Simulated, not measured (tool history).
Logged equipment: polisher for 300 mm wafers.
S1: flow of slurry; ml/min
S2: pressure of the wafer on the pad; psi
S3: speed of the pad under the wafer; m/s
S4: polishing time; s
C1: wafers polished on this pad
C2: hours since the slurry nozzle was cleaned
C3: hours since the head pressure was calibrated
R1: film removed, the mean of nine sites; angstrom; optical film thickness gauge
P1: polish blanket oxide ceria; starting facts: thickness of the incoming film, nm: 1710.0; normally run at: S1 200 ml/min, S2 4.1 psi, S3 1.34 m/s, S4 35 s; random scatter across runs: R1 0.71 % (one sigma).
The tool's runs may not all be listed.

run,hour,S1,S2,S3,S4,C1,C2,C3,R1
1,4.1,200,4.1,1.34,35,708,425.1,825.1,2799.3
2,9.3,200,4.1,1.34,35,780,430.3,830.3,2785.8
3,15.7,200,4.1,1.84,35,869,436.7,836.7,3832
4,19.9,200,4.1,1.34,53,927,440.9,840.9,4171.4
5,28.7,200,4.1,1.34,25,1049,449.7,849.7,1968.5
6,35.5,310,4.1,1.8,35,1143,456.5,856.5,3898.9
7,41,120,4.1,1.34,35,1220,462,862,2524.8
8,49.1,200,6.4,1.34,35,1332,470.1,870.1,4307.1
# hour 50: slurry nozzle cleaned
9,58.1,310,4.1,1.02,35,1456,8.2,879.1,2227.4
10,65.1,200,4.1,1.34,35,1553,15.2,886.1,2781.3
11,70.9,200,4.1,0.6,35,1634,21,891.9,1236.4
12,80.2,260,4.1,1.34,35,1763,30.3,901.2,2865.7
13,87.3,200,1.8,1.34,35,1861,37.4,908.3,1199.5
14,94,200,4.1,1.34,35,1954,44.1,915,2779.5
15,103.4,200,4.1,1.34,35,2084,53.5,924.4,2769.4
16,112.6,200,4.1,1.34,35,2211,62.7,933.6,2635.9
17,118.1,200,4.1,1.34,35,2288,68.2,939.1,2636.2
18,127.3,200,4.1,1.34,35,2415,77.4,948.3,2587.6

What will run 19 give?
# hour 127.9: worn pad replaced by a new one
19,131.7,200,4.1,1.34,35,53,81.8,952.7,?

Run 19 gave R1 2597 angstrom.

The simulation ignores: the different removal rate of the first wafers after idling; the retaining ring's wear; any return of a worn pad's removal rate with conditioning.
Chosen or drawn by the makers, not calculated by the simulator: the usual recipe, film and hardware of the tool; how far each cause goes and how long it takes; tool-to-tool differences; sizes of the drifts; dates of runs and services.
